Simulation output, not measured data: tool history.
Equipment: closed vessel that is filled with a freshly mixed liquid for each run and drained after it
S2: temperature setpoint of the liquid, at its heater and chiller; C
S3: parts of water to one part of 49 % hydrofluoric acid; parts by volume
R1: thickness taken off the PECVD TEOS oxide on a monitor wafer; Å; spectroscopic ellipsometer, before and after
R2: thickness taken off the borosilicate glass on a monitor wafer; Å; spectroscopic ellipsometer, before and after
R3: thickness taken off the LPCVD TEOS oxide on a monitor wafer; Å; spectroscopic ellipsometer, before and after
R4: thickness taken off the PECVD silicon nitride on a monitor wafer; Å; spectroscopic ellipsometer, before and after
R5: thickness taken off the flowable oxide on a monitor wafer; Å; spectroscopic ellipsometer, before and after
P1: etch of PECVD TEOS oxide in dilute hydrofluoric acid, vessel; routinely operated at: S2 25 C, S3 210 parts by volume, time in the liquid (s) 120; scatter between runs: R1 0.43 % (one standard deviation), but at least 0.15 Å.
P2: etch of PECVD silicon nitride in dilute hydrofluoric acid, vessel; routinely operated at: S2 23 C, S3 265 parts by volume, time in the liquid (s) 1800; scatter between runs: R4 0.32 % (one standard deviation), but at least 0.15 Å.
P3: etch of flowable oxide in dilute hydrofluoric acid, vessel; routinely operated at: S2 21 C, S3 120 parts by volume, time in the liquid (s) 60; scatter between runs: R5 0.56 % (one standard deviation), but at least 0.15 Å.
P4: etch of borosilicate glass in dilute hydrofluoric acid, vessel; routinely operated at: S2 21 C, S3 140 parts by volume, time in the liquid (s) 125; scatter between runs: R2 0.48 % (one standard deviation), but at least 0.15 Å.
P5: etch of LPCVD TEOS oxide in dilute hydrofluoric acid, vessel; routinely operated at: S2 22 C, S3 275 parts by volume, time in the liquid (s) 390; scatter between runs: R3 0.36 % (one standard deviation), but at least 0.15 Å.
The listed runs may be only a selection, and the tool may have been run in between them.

run 1 hour=14.1 | process_that_ran=P1 S2=25 S3=210 time_in_the_liquid_(s)=120 | R1=122.53
run 2 hour=31.1 | process_that_ran=P4 S2=21 S3=140 time_in_the_liquid_(s)=125 | R2=421.59
run 3 hour=48.7 | process_that_ran=P1 S2=25 S3=210 time_in_the_liquid_(s)=175 | R1=180.64
run 4 hour=65.5 | process_that_ran=P1 S2=33 S3=210 time_in_the_liquid_(s)=120 | R1=161.99
run 5 hour=75.3 | process_that_ran=P1 S2=25 S3=210 time_in_the_liquid_(s)=55 | R1=56.835
run 6 hour=91.2 | process_that_ran=P5 S2=22 S3=275 time_in_the_liquid_(s)=390 | R3=221.52
run 7 hour=106.8 | process_that_ran=P2 S2=23 S3=265 time_in_the_liquid_(s)=3315 | R4=655.65
run 8 hour=115.2 | process_that_ran=P5 S2=22 S3=275 time_in_the_liquid_(s)=675 | R3=382.6
run 9 hour=132.1 | process_that_ran=P2 S2=23 S3=265 time_in_the_liquid_(s)=1800 | R4=353.52
run 10 hour=148.3 | process_that_ran=P4 S2=21 S3=140 time_in_the_liquid_(s)=125 | R2=420.82
run 11 hour=166.8 | process_that_ran=P1 S2=25 S3=210 time_in_the_liquid_(s)=120 | R1=123.67
run 12 hour=183.3 | process_that_ran=P2 S2=31 S3=265 time_in_the_liquid_(s)=1800 | R4=578.52
run 13 hour=198.8 | process_that_ran=P4 S2=27.5 S3=140 time_in_the_liquid_(s)=125 | R2=535.74
run 14 hour=208.4 | process_that_ran=P1 S2=19 S3=210 time_in_the_liquid_(s)=120 | R1=98.488
run 15 hour=223.8 | process_that_ran=P1 S2=25 S3=210 time_in_the_liquid_(s)=120 | R1=123.72
run 16 hour=240.8 | process_that_ran=P3 S2=28.5 S3=120 time_in_the_liquid_(s)=60 | R5=143.35
run 17 hour=250.4 | process_that_ran=P1 S2=25 S3=210 time_in_the_liquid_(s)=120 | R1=123.03
run 18 hour=264.5 | process_that_ran=P1 S2=25 S3=210 time_in_the_liquid_(s)=120 | R1=122.57
run 19 hour=276.8 | process_that_ran=P3 S2=21 S3=120 time_in_the_liquid_(s)=60 | R5=107.25
run 20 hour=285.4 | process_that_ran=P5 S2=22 S3=485 time_in_the_liquid_(s)=390 | R3=104.55
run 21 hour=303.5 | process_that_ran=P1 S2=25 S3=325 time_in_the_liquid_(s)=120 | R1=71.071
run 22 hour=322.1 | process_that_ran=P5 S2=26 S3=275 time_in_the_liquid_(s)=390 | R3=253.59
run 23 hour=336.6 | process_that_ran=P3 S2=21 S3=195 time_in_the_liquid_(s)=60 | R5=60.817
run 24 hour=348.9 | process_that_ran=P5 S2=22 S3=275 time_in_the_liquid_(s)=390 | R3=221.73
run 25 hour=364.4 | process_that_ran=P1 S2=25 S3=40 time_in_the_liquid_(s)=120 | R1=790.91
run 26 hour=378.5 | process_that_ran=P1 S2=25 S3=210 time_in_the_liquid_(s)=120 | R1=122.03
run 27 hour=388.8 | process_that_ran=P4 S2=21 S3=50 time_in_the_liquid_(s)=125 | R2=1305.8
run 28 hour=400.6 | process_that_ran=P1 S2=25 S3=210 time_in_the_liquid_(s)=120 | R1=124.65
run 29 hour=417.3 | process_that_ran=P4 S2=21 S3=140 time_in_the_liquid_(s)=30 | R2=101.03
run 30 hour=435.7 | process_that_ran=P2 S2=23 S3=475 time_in_the_liquid_(s)=1800 | R4=199.59
run 31 hour=452.2 | process_that_ran=P1 S2=28.5 S3=75 time_in_the_liquid_(s)=120 | R1=466.87
run 32 hour=469.6 | process_that_ran=P3 S2=21 S3=120 time_in_the_liquid_(s)=30 | R5=53.791
run 33 hour=479.5 | process_that_ran=P1 S2=25 S3=210 time_in_the_liquid_(s)=120 | R1=124.15
run 34 hour=493.1 | process_that_ran=P1 S2=25 S3=210 time_in_the_liquid_(s)=120 | R1=125.92
run 35 hour=509.3 | process_that_ran=P1 S2=25 S3=210 time_in_the_liquid_(s)=120 | R1=128.06
run 36 hour=527.3 | process_that_ran=P1 S2=25 S3=210 time_in_the_liquid_(s)=120 | R1=130.68
run 37 hour=541.4 | process_that_ran=P1 S2=25 S3=210 time_in_the_liquid_(s)=120 | R1=130.66
run 38 hour=559.6 | process_that_ran=P1 S2=25 S3=210 time_in_the_liquid_(s)=120 | R1=130.85
run 39 hour=572.9 | process_that_ran=P1 S2=25 S3=210 time_in_the_liquid_(s)=120 | R1=131.93
run 40 hour=583.7 | process_that_ran=P1 S2=25 S3=210 time_in_the_liquid_(s)=120 | R1=130.28

P1 no longer gives what it gave before; its output has crept away from where it was. The following 2 causes, each at its listed size, fit the log equally well:
A: liquid hotter than its thermometer reads (K) = 1.63
B: hydrofluoric acid flow above the setpoint (%) = 4.89
The onset of the drift is placed at about hour 479.5.

The check runs listed below each take one wafer, and their results are still question marks. Under which run would the listed causes lead to clearly different results?
run check 1 hour=594.5 | process_that_ran=P2 S2=23 S3=265 time_in_the_liquid_(s)=1800 | R4=?
run check 2 hour=594.5 | process_that_ran=P4 S2=21 S3=140 time_in_the_liquid_(s)=125 | R2=?
run check 3 hour=594.5 | process_that_ran=P3 S2=21 S3=120 time_in_the_liquid_(s)=60 | R5=?
run check 4 hour=594.5 | process_that_ran=P5 S2=22 S3=275 time_in_the_liquid_(s)=390 | R3=?

If the cause were each of the candidates in turn, the checks would give the following:
check=check_1 result=R4 if_A=392.94 if_B=372.34
check=check_2 result=R2 if_A=447.52 if_B=443.39
check=check_3 result=R5 if_A=114.33 if_B=113.08
check=check_4 result=R3 if_A=235.05 if_B=235.45
Smallest distance between any two causes, each pair judged by its most separating result, in per cent: check 1 5.38 %; check 2 0.93 %; check 3 1.1 %; check 4 0.17 %
Check 1 is the one run that separates the causes; every other check would come out nearly the same whichever cause is at work.

Check 1 has now been run. It gave: R4 373.28 Å. Which of the candidate causes is it?

It was cause B: hydrofluoric acid flow above the setpoint (%).
